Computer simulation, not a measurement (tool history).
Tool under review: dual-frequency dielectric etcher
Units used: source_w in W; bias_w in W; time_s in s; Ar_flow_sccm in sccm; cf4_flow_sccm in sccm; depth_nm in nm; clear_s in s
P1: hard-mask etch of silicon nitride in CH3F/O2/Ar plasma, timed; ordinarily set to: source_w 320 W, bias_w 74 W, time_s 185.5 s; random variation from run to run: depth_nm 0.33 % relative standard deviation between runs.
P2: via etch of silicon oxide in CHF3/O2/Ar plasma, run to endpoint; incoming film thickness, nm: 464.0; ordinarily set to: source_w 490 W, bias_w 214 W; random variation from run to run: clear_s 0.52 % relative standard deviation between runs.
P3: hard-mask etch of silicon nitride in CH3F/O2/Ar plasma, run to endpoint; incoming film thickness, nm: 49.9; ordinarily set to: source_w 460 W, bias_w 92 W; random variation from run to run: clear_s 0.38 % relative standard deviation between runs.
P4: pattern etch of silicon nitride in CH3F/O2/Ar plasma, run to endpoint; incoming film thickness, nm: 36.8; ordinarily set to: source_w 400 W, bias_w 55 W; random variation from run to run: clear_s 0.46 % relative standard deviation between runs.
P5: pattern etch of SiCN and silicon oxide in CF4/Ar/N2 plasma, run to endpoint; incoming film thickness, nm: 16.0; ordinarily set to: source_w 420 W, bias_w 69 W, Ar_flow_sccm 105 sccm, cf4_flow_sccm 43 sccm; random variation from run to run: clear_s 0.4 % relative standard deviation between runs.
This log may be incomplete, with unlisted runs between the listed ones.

run	day	process	source_w	bias_w	time_s	Ar_flow_sccm	cf4_flow_sccm	depth_nm	clear_s
1	0.512	P1	320	74	185.5			119.97	
2	0.858	P5	270	69		105	43		32.231
3	1.296	P1	230	74	185.5			106.47	
4	1.979	P1	320	103	185.5			135.07	
5	2.45	P5	420	69		105	32		22.919
6	2.912	P1	450	46	185.5			117.02	
7	3.596	P3	460	92					63.844
8	4.217	P4	400	55					57.906
9	4.679	P2	490	288					208.7
10	5.162	P3	460	92					64.04
11	5.55	P3	460	65					71.777
12	6.038	P1	320	44	185.5			100.55	
13	6.658	P5	420	69		105	43		21.883
14	7.254	P1	410	74	255.5			181.66	
15	7.608	P1	320	74	185.5			119.91	
# day 7.883: source power generator calibrated
16	8.021	P1	390	74	185.5			128.97	
17	8.688	P5	420	52		105	43		24.248
18	9.158	P1	320	74	185.5			119.85	
19	9.8	P5	420	69		69	43		20.533
20	10.558	P1	320	74	185.5			119.86	
21	11.254	P4	540	55					51.964
22	11.792	P1	320	74	108			70.144	
23	12.229	P4	400	77					51.58
24	12.988	P2	640	214					209.6
25	13.738	P1	320	74	254.5			165.05	
26	14.467	P4	400	55					57.966
27	15.175	P2	490	214					234.15
28	15.779	P3	290	92					75.868
29	16.262	P1	320	74	185.5			120.33	
30	16.896	P1	320	74	185.5			119.09	
31	17.612	P1	320	74	185.5			118.5	
32	18.25	P1	320	74	185.5			117.74	
33	18.625	P1	320	74	185.5			118.07	
34	19.096	P1	320	74	185.5			117.68	
# day 19.238: wet clean of the chamber
35	19.642	P1	320	74	185.5			117.46	
36	20.208	P1	320	74	185.5			118.44	
37	20.633	P1	320	74	185.5			117.89	
38	21.088	P1	320	74	185.5			117.86	
39	21.646	P1	320	74	185.5			118.16	

The output of P1 has drifted from where it used to be. Each of the 2 causes below, taken at the size shown beside it, accounts for the log equally well:
A: source power that arrives under what is set, % = 4.25
B: bias power that arrives under what is set, % = 4.57
Creep in the process output first set in at about day 16.262.
Ruled out, with reasons:
chamber walls in a state that lowers the etch rate, %: its service at day 19.238 followed the start of the drift and did not put the process back to its old value

Of the 4 check runs below, each run on 2 wafers with the results averaged and each result still a question mark, which one would tell the listed causes apart?
check 1	22.204	P5	280	69		105	43		?
check 2	22.204	P2	490	283					?
check 3	22.204	P4	530	64					?
check 4	22.204	P3	320	92					?

Outcome of each check run for each possible cause:
check	result	if A	if B
check 1	clear_s	32.357	31.708
check 2	clear_s	213.51	213.74
check 3	clear_s	50.397	50.317
check 4	clear_s	74.501	74.569
Smallest distance between any two causes, each pair judged by its most separating result, in per cent: check 1 2.02 %; check 2 0.11 %; check 3 0.16 %; check 4 0.09 %
Check 1 distinguishes between the causes, while the remaining checks would return nearly the same result for all of them.

The results of check 1 are: clear_s 31.681 s. Based on these, which of the listed causes is it?

It was cause B: bias power that arrives under what is set, %.

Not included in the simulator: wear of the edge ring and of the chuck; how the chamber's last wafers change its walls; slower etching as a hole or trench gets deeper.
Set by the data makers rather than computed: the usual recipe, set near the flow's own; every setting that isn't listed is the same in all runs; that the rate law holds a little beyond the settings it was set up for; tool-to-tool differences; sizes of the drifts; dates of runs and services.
